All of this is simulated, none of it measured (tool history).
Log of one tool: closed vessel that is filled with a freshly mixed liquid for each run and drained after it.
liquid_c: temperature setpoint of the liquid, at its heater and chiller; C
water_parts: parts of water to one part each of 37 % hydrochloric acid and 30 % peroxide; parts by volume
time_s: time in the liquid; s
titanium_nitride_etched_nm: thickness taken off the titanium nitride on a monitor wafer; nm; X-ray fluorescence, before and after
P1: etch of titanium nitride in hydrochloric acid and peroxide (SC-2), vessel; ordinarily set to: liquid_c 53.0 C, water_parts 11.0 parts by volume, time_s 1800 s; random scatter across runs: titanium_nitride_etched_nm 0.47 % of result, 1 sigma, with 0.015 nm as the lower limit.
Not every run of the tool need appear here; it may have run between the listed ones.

| run | hour | liquid_c | water_parts | time_s | titanium_nitride_etched_nm |
|---|---|---|---|---|---|
| 1 | 5.1 | 53.0 | 11.0 | 1800 | 37.333 |
| 2 | 9.1 | 53.0 | 11.0 | 745 | 15.349 |
| 3 | 12.7 | 53.0 | 11.0 | 3595 | 74.073 |
| 4 | 15.3 | 53.0 | 17.5 | 1800 | 24.670 |
| 5 | 18.7 | 53.0 | 4.0 | 1800 | 80.978 |
| 6 | 22.6 | 53.0 | 11.0 | 1800 | 36.920 |
| 7 | 26.3 | 64.0 | 11.0 | 695 | 28.832 |
| 8 | 29.1 | 53.0 | 11.0 | 1800 | 37.327 |
|  | 32.4 | new drum of peroxide connected |
| 9 | 34.1 | 53.0 | 11.0 | 1800 | 37.202 |
| 10 | 38.3 | 53.0 | 11.0 | 1800 | 37.294 |
| 11 | 43.8 | 53.0 | 11.0 | 1800 | 37.346 |
| 12 | 47.1 | 37.0 | 11.0 | 1800 | 12.368 |
| 13 | 52.2 | 53.0 | 4.0 | 3115 | 139.130 |
| 14 | 55.5 | 69.5 | 11.0 | 1800 | 103.950 |
| 15 | 61.0 | 53.0 | 11.0 | 1800 | 37.111 |
| 16 | 64.9 | 53.0 | 11.0 | 1800 | 35.939 |
| 17 | 69.6 | 53.0 | 11.0 | 1800 | 34.921 |
| 18 | 75.2 | 53.0 | 11.0 | 1800 | 34.285 |
|  | 76.5 | new drum of peroxide connected |
| 19 | 79.4 | 53.0 | 11.0 | 1800 | 33.877 |
| 20 | 84.9 | 53.0 | 11.0 | 1800 | 33.782 |
| 21 | 88.0 | 53.0 | 11.0 | 1800 | 33.876 |

P1 no longer gives what it gave before; its output has crept away from where it was. The following 2 causes, each at its listed size, fit the log equally well:
A: chemicals flow below the setpoint (%) = 10.4
B: liquid colder than its thermometer reads (K) = 1.44
The creep began at about hour 61.0.
Ruled out, with reasons:
peroxide weaker than its label (%): serviced at hour 76.5, after the change had begun; the process did not return to its earlier output

The list below offers 4 check runs, each averaging the results of 2 wafers, and shows each result as a question mark. For which of them would the listed causes give clearly different results?
| check 1 | 91.1 | 53.0 | 11.0 | 2665 | ? |
| check 2 | 91.1 | 39.5 | 5.0 | 1800 | ? |
| check 3 | 91.1 | 53.0 | 16.0 | 3405 | ? |
| check 4 | 91.1 | 67.5 | 11.0 | 2550 | ? |

What each check would give under each cause:
| check | result | if A | if B |
|---|---|---|---|
| check 1 | titanium_nitride_etched_nm | 50.222 | 50.173 |
| check 2 | titanium_nitride_etched_nm | 25.416 | 24.827 |
| check 3 | titanium_nitride_etched_nm | 46.135 | 46.298 |
| check 4 | titanium_nitride_etched_nm | 119.230 | 120.060 |
Minimum pairwise separation of causes per check, each pair taken at its best-separating result: check 1 0.1 %; check 2 2.34 %; check 3 0.35 %; check 4 0.69 %
Only in check 2 would the causes give clearly different results; in the remaining checks their results would be nearly the same.

Check 2 was carried out, with these results: titanium_nitride_etched_nm 25.561 nm. Which of the listed causes is responsible?

It was cause A: chemicals flow below the setpoint (%).
